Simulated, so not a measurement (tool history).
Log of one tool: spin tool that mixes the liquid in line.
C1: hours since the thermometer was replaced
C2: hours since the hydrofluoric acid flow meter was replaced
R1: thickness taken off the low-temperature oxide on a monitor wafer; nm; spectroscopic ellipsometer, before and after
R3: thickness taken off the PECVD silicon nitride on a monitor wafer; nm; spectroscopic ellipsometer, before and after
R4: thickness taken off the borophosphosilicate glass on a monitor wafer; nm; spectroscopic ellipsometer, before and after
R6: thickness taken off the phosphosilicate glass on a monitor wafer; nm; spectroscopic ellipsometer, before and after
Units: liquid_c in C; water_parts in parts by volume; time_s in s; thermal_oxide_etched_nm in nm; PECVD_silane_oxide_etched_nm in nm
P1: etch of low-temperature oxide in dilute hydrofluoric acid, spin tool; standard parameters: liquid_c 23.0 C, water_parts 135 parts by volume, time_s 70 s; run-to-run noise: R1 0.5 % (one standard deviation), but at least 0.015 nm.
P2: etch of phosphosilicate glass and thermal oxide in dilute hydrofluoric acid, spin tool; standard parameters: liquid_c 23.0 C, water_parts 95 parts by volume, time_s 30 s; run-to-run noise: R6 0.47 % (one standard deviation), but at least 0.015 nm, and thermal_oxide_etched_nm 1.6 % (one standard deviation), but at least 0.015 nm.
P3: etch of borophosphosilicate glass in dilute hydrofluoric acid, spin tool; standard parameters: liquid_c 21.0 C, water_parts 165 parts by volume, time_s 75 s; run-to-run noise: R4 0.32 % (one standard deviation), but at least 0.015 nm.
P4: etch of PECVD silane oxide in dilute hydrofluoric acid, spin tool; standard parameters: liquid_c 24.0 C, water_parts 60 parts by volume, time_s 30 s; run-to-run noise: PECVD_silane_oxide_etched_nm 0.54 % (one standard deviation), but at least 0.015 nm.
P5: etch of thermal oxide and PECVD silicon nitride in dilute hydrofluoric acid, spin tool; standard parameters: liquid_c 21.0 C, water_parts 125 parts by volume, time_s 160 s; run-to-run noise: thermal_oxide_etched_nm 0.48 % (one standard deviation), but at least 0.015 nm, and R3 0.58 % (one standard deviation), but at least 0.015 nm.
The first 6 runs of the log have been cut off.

Run 7, hour 82.5: process P2, liquid_c 28.5 C, water_parts 95 parts by volume, time_s 30 s; C1 822.4; C2 32.4. Result: thermal_oxide_etched_nm 1.72000 nm, R6 44.667 nm.
Run 8, hour 93.8: process P1, liquid_c 23.0 C, water_parts 135 parts by volume, time_s 70 s; C1 833.7; C2 43.7. Result: R1 16.9570 nm.
Run 9, hour 105.5: process P1, liquid_c 19.0 C, water_parts 135 parts by volume, time_s 70 s; C1 845.4; C2 55.4. Result: R1 14.3960 nm.
Run 10, hour 115.5: process P4, liquid_c 24.0 C, water_parts 30 parts by volume, time_s 30 s; C1 855.4; C2 65.4. Result: PECVD_silane_oxide_etched_nm 24.9550 nm.
Run 11, hour 127.8: process P1, liquid_c 23.0 C, water_parts 135 parts by volume, time_s 70 s; C1 867.7; C2 77.7. Result: R1 16.9440 nm.
Run 12, hour 137.3: process P1, liquid_c 23.0 C, water_parts 135 parts by volume, time_s 110 s; C1 877.2; C2 87.2. Result: R1 26.7250 nm.
Run 13, hour 148.7: process P1, liquid_c 23.0 C, water_parts 60 parts by volume, time_s 125 s; C1 888.6; C2 98.6. Result: R1 74.7600 nm.
Run 14, hour 162.0: process P3, liquid_c 28.0 C, water_parts 165 parts by volume, time_s 75 s; C1 901.9; C2 111.9. Result: R4 14.3210 nm.
Run 15, hour 173.6: process P4, liquid_c 24.0 C, water_parts 60 parts by volume, time_s 15 s; C1 913.5; C2 123.5. Result: PECVD_silane_oxide_etched_nm 5.9954 nm.
Run 16, hour 186.6: process P2, liquid_c 23.0 C, water_parts 95 parts by volume, time_s 30 s; C1 926.5; C2 136.5. Result: thermal_oxide_etched_nm 1.39150 nm, R6 35.962 nm.
Run 17, hour 199.6: process P1, liquid_c 29.0 C, water_parts 135 parts by volume, time_s 70 s; C1 939.5; C2 149.5. Result: R1 21.3680 nm.
Run 18, hour 211.4: process P2, liquid_c 23.0 C, water_parts 95 parts by volume, time_s 30 s; C1 951.3; C2 161.3. Result: thermal_oxide_etched_nm 1.37720 nm, R6 35.758 nm.
Run 19, hour 222.3: process P3, liquid_c 21.0 C, water_parts 30 parts by volume, time_s 75 s; C1 962.2; C2 172.2. Result: R4 70.7140 nm.
Run 20, hour 236.1: process P3, liquid_c 21.0 C, water_parts 165 parts by volume, time_s 75 s; C1 976.0; C2 186.0. Result: R4 11.0710 nm.
Run 21, hour 247.0: process P3, liquid_c 21.0 C, water_parts 165 parts by volume, time_s 15 s; C1 986.9; C2 196.9. Result: R4 2.2414 nm.
Run 22, hour 255.3: process P2, liquid_c 23.0 C, water_parts 140 parts by volume, time_s 30 s; C1 995.2; C2 205.2. Result: thermal_oxide_etched_nm 0.87731 nm, R6 23.104 nm.
Run 23, hour 263.4: process P1, liquid_c 23.0 C, water_parts 205 parts by volume, time_s 35 s; C1 1003.3; C2 213.3. Result: R1 5.1563 nm.
Run 24, hour 274.4: process P5, liquid_c 21.0 C, water_parts 80 parts by volume, time_s 160 s; C1 1014.3; C2 224.3. Result: thermal_oxide_etched_nm 8.58090 nm, R3 9.55540 nm.
Run 25, hour 288.0: process P1, liquid_c 23.0 C, water_parts 135 parts by volume, time_s 25 s; C1 1027.9; C2 237.9. Result: R1 6.1189 nm.
Run 26, hour 300.2: process P1, liquid_c 23.0 C, water_parts 135 parts by volume, time_s 70 s; C1 1040.1; C2 250.1. Result: R1 17.0420 nm.
Run 27, hour 315.8: process P1, liquid_c 23.0 C, water_parts 135 parts by volume, time_s 70 s; C1 1055.7; C2 265.7. Result: R1 16.9800 nm.
Run 28, hour 325.1: process P4, liquid_c 24.0 C, water_parts 60 parts by volume, time_s 30 s; C1 1065.0; C2 275.0. Result: PECVD_silane_oxide_etched_nm 12.0780 nm.

The next listed run, before its measurement:
Run 29, hour 340.7: process P5, liquid_c 17.0 C, water_parts 125 parts by volume, time_s 160 s; C1 1080.6; C2 290.6. Result: thermal_oxide_etched_nm ?, R3 ?.

{"run 29": {"thermal_oxide_etched_nm": 4.4355, "R3": 4.7333}}

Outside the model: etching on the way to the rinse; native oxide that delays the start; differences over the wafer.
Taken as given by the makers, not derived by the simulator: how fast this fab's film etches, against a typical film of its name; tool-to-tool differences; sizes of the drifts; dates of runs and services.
